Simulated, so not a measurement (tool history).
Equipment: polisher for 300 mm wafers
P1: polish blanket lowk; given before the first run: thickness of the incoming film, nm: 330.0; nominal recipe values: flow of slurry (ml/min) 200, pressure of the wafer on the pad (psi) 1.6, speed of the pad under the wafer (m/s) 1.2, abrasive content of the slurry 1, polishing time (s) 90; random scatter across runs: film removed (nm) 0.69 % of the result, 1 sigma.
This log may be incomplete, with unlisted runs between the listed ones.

run	hour	flow of slurry (ml/min)	pressure of the wafer on the pad (psi)	speed of the pad under the wafer (m/s)	abrasive content of the slurry	polishing time (s)	film removed (nm)
1	9.9	200	1.6	1.2	1	90	37.54
2	15	200	1.6	1.2	1	90	37.708
3	23.5	200	1.6	1.52	1	115	58.046
4	33.8	200	1.6	1.2	1	43	17.849
5	43.3	130	1.6	1.2	1	90	35.012
6	54.4	200	0.8	1.2	1	90	18.896
7	61.8	200	1.6	1.2	1.35	90	42.7
8	73	200	1.6	0.54	1	90	19.861
9	82.8	200	2.5	1.2	1	90	58.766
10	94.4	200	1.6	1.2	0.5	90	25.792
11	104.7	270	1.6	1.2	1	90	39.155
12	113.7	200	1.6	1.2	1	141	58.727
13	119	200	1.6	1.82	1	90	52.697
# hour 119.6: worn pad replaced by a new one
14	128.4	300	1.2	1.2	1	90	29.638
15	137.1	200	1.6	1.2	0.75	61	21.873
16	144.1	200	1.6	1.2	1	90	37.609
17	151.7	200	1.6	1.2	1	90	37.511
18	159	200	1.6	1.2	1	90	37.456
19	167.7	200	1.6	1.2	1	90	36.655
20	176.4	200	1.6	1.2	1	90	35.784
21	185.4	200	1.6	1.2	1	90	34.934
# hour 191.7: worn pad replaced by a new one
# hour 191.8: conditioning disc replaced and pad reconditioned
22	194.8	200	1.6	1.2	1	90	34.528
# hour 205.7: slurry nozzle cleaned
23	205.9	200	1.6	1.2	1	90	34.142
24	216.8	200	1.6	1.2	1	90	34.089
25	225.8	200	1.6	1.2	1	90	33.988
26	233.6	200	1.6	1.2	1	90	34.088
27	241.7	200	1.6	1.2	1	90	34.071
28	249.3	200	1.6	1.2	1	90	33.654

P1 no longer gives what it gave before; its output has crept away from where it was. The following 2 causes, each at its listed size, fit the log equally well:
A: abrasive missing from the slurry, % = 20.4
B: head's pressure below its setpoint, % = 10.4
The process output started creeping at around hour 159.
What rules out each remaining cause:
removal rate lost through wear of the pad, %: serviced at hour 191.7, after the change had begun; the process did not return to its earlier output
slurry flow missing at the pad, %: serviced at hour 205.7, after the change had begun; the process did not return to its earlier output
time polished since the conditioner stopped cutting, s: serviced at hour 191.8, after the change had begun; the process did not return to its earlier output

Below are 4 check runs, each averaged over 5 wafers, with their results shown as question marks. Which of them would give clearly different results depending on which cause is behind the drift?
check 1	256.9	200	1.6	1.2	0.65	67	?
check 2	256.9	200	1.2	0.9	1	90	?
check 3	256.9	200	1.6	0.76	1	90	?
check 4	256.9	200	1.6	1.72	1	90	?

Outcome of each check run for each possible cause:
check	result	if A	if B
check 1	film removed (nm)	19.694	20.187
check 2	film removed (nm)	20.103	20.111
check 3	film removed (nm)	23.413	23.422
check 4	film removed (nm)	45.002	45.019
Smallest distance between any two causes, each pair judged by its most separating result, in per cent: check 1 2.47 %; check 2 0.04 %; check 3 0.04 %; check 4 0.04 %
Only check 1 tells the causes apart: in the others they would give nearly the same result.

With check 1 done, the readings were: film removed (nm) 19.728. Identify which of the listed causes applies.

It is A: abrasive missing from the slurry, %.

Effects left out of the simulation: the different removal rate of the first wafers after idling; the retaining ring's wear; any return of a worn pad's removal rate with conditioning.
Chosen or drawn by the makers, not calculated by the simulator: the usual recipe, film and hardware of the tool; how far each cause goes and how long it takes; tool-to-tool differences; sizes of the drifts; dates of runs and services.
